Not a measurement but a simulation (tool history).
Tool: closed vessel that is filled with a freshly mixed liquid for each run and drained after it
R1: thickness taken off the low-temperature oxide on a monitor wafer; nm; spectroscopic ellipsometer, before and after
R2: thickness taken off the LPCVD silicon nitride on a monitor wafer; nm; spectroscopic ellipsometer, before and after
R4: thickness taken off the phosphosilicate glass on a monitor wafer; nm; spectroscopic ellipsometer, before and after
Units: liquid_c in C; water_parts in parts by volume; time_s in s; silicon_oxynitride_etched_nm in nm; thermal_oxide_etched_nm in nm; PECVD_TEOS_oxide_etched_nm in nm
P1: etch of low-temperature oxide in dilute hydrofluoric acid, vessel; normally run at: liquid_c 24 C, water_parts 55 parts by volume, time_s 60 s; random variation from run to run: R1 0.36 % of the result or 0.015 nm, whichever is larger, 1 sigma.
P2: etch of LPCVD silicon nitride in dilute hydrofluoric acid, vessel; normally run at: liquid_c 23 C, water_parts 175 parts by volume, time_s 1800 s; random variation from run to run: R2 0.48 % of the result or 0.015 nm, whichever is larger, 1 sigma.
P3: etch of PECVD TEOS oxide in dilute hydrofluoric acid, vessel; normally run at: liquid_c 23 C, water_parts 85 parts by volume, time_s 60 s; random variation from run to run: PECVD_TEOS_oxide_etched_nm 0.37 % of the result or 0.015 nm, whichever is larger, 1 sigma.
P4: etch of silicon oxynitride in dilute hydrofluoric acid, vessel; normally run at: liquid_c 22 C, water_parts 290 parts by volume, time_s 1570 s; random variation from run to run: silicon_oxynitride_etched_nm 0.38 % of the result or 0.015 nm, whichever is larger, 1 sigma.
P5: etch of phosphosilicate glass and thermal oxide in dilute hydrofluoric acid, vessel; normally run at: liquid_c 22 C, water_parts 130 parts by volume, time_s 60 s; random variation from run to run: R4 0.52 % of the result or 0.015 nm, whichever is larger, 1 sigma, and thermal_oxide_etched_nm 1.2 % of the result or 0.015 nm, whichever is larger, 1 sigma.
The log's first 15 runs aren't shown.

{"run": 16, "hour": 54.5, "process": "P1", "liquid_c": 24, "water_parts": 80, "time_s": 60, "R1": 12.677}
{"run": 17, "hour": 57.9, "process": "P4", "liquid_c": 22, "water_parts": 290, "time_s": 130, "silicon_oxynitride_etched_nm": 1.4461}
{"run": 18, "hour": 60.8, "process": "P2", "liquid_c": 23, "water_parts": 175, "time_s": 2685, "R2": 6.2263}
{"run": 19, "hour": 63.1, "process": "P1", "liquid_c": 31, "water_parts": 55, "time_s": 60, "R1": 25.259}
{"run": 20, "hour": 66.7, "process": "P1", "liquid_c": 17, "water_parts": 55, "time_s": 60, "R1": 14.305}
{"run": 21, "hour": 70.8, "process": "P1", "liquid_c": 24, "water_parts": 55, "time_s": 60, "R1": 19.258}
{"run": 22, "hour": 73.1, "process": "P1", "liquid_c": 24, "water_parts": 55, "time_s": 60, "R1": 19.268}
{"run": 23, "hour": 76.3, "process": "P2", "liquid_c": 23, "water_parts": 175, "time_s": 1800, "R2": 4.1895}
{"hour": 78.6, "done": "hydrofluoric acid flow meter replaced"}
{"run": 24, "hour": 80.5, "process": "P1", "liquid_c": 24, "water_parts": 55, "time_s": 30, "R1": 9.5382}
{"run": 25, "hour": 84.8, "process": "P2", "liquid_c": 23, "water_parts": 325, "time_s": 1800, "R2": 2.2801}
{"run": 26, "hour": 87.0, "process": "P1", "liquid_c": 24, "water_parts": 20, "time_s": 60, "R1": 55.037}
{"run": 27, "hour": 90.2, "process": "P3", "liquid_c": 31.5, "water_parts": 85, "time_s": 60, "PECVD_TEOS_oxide_etched_nm": 18.615}

The next listed run, before its measurement:
{"run": 28, "hour": 94.4, "process": "P4", "liquid_c": 17, "water_parts": 290, "time_s": 1570, "silicon_oxynitride_etched_nm": "?"}

silicon_oxynitride_etched_nm: 14.203 nm
